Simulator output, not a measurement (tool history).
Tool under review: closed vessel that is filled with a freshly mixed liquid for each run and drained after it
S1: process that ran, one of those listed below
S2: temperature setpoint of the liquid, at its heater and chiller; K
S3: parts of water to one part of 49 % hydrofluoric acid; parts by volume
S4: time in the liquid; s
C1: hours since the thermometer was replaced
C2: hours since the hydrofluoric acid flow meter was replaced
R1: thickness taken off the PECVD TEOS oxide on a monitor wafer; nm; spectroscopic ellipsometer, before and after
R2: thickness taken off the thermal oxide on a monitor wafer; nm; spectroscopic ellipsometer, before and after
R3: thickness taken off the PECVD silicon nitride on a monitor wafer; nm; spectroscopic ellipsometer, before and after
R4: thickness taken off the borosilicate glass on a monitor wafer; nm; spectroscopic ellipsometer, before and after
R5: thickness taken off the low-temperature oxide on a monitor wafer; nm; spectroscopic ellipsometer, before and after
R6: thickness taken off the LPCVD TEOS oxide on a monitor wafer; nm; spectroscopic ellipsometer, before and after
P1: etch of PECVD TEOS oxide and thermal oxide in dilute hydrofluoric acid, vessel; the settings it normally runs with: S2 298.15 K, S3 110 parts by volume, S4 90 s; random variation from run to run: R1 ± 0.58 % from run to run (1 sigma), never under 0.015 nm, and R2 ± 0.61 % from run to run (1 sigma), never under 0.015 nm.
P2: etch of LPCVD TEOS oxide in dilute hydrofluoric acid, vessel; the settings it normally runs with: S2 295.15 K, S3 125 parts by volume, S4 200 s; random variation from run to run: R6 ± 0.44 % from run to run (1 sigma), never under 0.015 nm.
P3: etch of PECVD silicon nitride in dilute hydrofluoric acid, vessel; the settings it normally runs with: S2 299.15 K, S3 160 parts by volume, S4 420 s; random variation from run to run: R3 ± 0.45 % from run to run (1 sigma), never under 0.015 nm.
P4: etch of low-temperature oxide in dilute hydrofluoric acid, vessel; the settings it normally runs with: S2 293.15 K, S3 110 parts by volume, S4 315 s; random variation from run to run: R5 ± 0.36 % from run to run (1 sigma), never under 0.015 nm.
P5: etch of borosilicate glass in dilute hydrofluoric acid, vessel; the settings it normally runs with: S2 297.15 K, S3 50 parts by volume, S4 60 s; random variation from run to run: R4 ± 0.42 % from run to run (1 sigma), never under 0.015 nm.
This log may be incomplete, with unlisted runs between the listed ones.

run,day,S1,S2,S3,S4,C1,C2,R1,R2,R3,R4,R5,R6
1,0.329,P1,298.15,110,90,465.8,571.2,15.933,3.9361,,,,
2,0.675,P3,294.65,160,420,474.1,579.5,,,5.7826,,,
3,1.212,P5,290.15,50,60,487,592.4,,,,31.489,,
4,1.742,P1,298.15,45,90,499.7,605.1,42.712,10.424,,,,
5,2.338,P4,293.15,35,315,514,619.4,,,,,88.94,
6,2.754,P2,295.15,205,200,524,629.4,,,,,,14.298
7,3.371,P5,297.15,50,60,538.8,644.2,,,,42.425,,
8,3.962,P3,299.15,60,420,553,658.4,,,20.509,,,
9,4.617,P4,300.65,110,315,568.7,674.1,,,,,34.92,
10,5.208,P1,298.15,195,50,582.9,688.3,4.591,1.1181,,,,
11,5.638,P1,298.15,180,90,593.2,698.6,8.9432,2.2136,,,,
12,5.983,P3,299.15,160,420,601.5,706.9,,,7.6585,,,
13,6.462,P1,298.15,110,90,613,718.4,15.869,3.9509,,,,
14,6.821,P1,298.15,110,90,621.6,727,15.971,3.9323,,,,
15,7.283,P3,299.15,160,835,632.7,738.1,,,15.323,,,
16,7.65,P5,297.15,90,60,641.5,746.9,,,,22.312,,
17,8.325,P2,295.15,125,345,657.7,763.1,,,,,,44.35
18,8.912,P3,299.15,160,420,671.8,777.2,,,7.6875,,,
19,9.383,P2,290.15,125,200,683.1,788.5,,,,,,20.799
20,9.717,P1,298.15,110,30,691.1,796.5,5.3304,1.3373,,,,
21,10.088,P1,298.15,110,165,700,805.4,29.12,7.221,,,,
22,10.6,P1,298.15,110,90,712.3,817.7,16.025,3.9774,,,,
23,11.017,P1,294.65,110,90,722.3,827.7,13.886,3.457,,,,
24,11.412,P4,293.15,110,315,731.8,837.2,,,,,25.795,
25,11.775,P4,293.15,110,315,740.5,845.9,,,,,26.048,
26,12.242,P4,293.15,110,535,751.7,857.1,,,,,44.005,
27,12.838,P5,297.15,50,60,766,871.4,,,,42.596,,
28,13.375,P1,298.15,110,90,778.9,884.3,15.875,3.9377,,,,
29,14.071,P5,297.15,50,90,795.6,901,,,,62.972,,
30,14.488,P2,295.15,125,200,805.6,911,,,,,,25.698
31,14.95,P1,302.15,110,90,816.7,922.1,18.648,4.5361,,,,
32,15.5,P1,298.15,110,90,829.9,935.3,15.818,4.0385,,,,
33,16.125,P1,298.15,110,90,844.9,950.3,16.536,4.0831,,,,
34,16.654,P1,298.15,110,90,857.6,963,16.5,4.0772,,,,
35,17.25,P1,298.15,110,90,871.9,977.3,16.851,4.1468,,,,
36,17.904,P1,298.15,110,90,887.6,993,16.805,4.1835,,,,

Run 37 is up next; what results do you expect?
37,18.25,P1,298.15,110,90,895.9,1001.3,?,?,,,,

Run 37 gave R1 16.671 nm, R2 4.2239 nm.
